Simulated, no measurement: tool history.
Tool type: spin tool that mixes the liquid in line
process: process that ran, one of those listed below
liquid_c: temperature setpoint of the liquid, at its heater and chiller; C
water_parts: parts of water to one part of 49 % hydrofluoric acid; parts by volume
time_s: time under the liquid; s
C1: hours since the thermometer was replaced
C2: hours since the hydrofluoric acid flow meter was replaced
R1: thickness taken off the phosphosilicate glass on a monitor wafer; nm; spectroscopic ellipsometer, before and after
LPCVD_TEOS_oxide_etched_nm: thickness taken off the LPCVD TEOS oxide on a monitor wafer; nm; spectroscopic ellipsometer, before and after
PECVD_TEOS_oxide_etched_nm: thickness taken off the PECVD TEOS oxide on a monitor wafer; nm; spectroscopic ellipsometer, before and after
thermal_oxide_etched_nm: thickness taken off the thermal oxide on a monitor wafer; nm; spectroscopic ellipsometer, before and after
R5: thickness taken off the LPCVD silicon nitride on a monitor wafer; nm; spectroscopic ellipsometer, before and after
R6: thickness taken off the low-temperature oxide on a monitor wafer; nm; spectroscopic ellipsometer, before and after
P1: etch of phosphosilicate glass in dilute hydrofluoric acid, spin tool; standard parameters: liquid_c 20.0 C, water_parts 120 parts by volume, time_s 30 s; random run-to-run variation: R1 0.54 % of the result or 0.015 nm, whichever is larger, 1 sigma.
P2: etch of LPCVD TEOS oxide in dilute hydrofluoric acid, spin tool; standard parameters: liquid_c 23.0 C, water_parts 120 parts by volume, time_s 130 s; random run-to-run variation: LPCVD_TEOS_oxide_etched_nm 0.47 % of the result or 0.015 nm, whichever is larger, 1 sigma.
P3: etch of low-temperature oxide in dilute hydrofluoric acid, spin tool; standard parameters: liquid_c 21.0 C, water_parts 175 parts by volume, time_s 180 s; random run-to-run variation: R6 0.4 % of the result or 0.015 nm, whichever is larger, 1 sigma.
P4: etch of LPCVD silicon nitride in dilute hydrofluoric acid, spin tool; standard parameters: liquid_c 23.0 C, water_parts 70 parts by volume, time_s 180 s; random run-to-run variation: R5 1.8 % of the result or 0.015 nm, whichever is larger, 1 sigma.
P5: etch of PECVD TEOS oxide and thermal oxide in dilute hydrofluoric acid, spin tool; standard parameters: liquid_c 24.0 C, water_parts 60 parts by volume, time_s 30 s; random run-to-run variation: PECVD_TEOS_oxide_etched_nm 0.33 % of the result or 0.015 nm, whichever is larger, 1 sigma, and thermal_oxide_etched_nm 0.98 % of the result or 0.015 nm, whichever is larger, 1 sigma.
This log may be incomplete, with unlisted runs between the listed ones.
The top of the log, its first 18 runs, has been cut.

Run 19, day 7.171: process P1, liquid_c 17.0 C, water_parts 200 parts by volume, time_s 30 s; C1 1371.5; C2 1290.8. Result: R1 20.374 nm.
Run 20, day 7.533: process P1, liquid_c 20.0 C, water_parts 120 parts by volume, time_s 30 s; C1 1380.2; C2 1299.5. Result: R1 41.325 nm.
Run 21, day 7.896: process P3, liquid_c 21.0 C, water_parts 175 parts by volume, time_s 180 s; C1 1388.9; C2 1308.2. Result: R6 9.2877 nm.
Run 22, day 8.292: process P4, liquid_c 31.0 C, water_parts 70 parts by volume, time_s 180 s; C1 1398.4; C2 1317.7. Result: R5 2.29250 nm.
Run 23, day 8.767: process P4, liquid_c 23.0 C, water_parts 70 parts by volume, time_s 50 s; C1 1409.8; C2 1329.1. Result: R5 0.34039 nm.
Run 24, day 8.983: process P3, liquid_c 21.0 C, water_parts 175 parts by volume, time_s 280 s; C1 1415.0; C2 1334.3. Result: R6 14.4580 nm.
Run 25, day 9.333: process P1, liquid_c 20.0 C, water_parts 185 parts by volume, time_s 50 s; C1 1423.4; C2 1342.7. Result: R1 41.896 nm.
Run 26, day 9.833: process P1, liquid_c 20.0 C, water_parts 200 parts by volume, time_s 30 s; C1 1435.4; C2 1354.7. Result: R1 23.027 nm.
Run 27, day 10.200: process P4, liquid_c 23.0 C, water_parts 70 parts by volume, time_s 180 s; C1 1444.2; C2 1363.5. Result: R5 1.34060 nm.
Run 28, day 10.550: process P2, liquid_c 23.0 C, water_parts 120 parts by volume, time_s 130 s; C1 1452.6; C2 1371.9. Result: LPCVD_TEOS_oxide_etched_nm 28.6680 nm.
Run 29, day 10.796: process P1, liquid_c 28.0 C, water_parts 205 parts by volume, time_s 30 s; C1 1458.5; C2 1377.8. Result: R1 29.921 nm.
Run 30, day 11.083: process P3, liquid_c 21.0 C, water_parts 70 parts by volume, time_s 180 s; C1 1465.4; C2 1384.7. Result: R6 26.0220 nm.
Run 31, day 11.346: process P4, liquid_c 23.0 C, water_parts 70 parts by volume, time_s 180 s; C1 1471.7; C2 1391.0. Result: R5 1.31840 nm.
Run 32, day 11.721: process P3, liquid_c 27.5 C, water_parts 175 parts by volume, time_s 180 s; C1 1480.7; C2 1400.0. Result: R6 11.8090 nm.
Run 33, day 12.192: process P5, liquid_c 32.5 C, water_parts 60 parts by volume, time_s 30 s; C1 1492.0; C2 1411.3. Result: PECVD_TEOS_oxide_etched_nm 21.8860 nm, thermal_oxide_etched_nm 3.8823 nm.
Run 34, day 12.554: process P1, liquid_c 20.0 C, water_parts 120 parts by volume, time_s 30 s; C1 1500.7; C2 1420.0. Result: R1 41.260 nm.

Run 35 comes next. What will it give?
Run 35, day 12.983: process P1, liquid_c 20.0 C, water_parts 120 parts by volume, time_s 30 s; C1 1511.0; C2 1430.3. Result: R1 ?.

R1: 40.437 nm
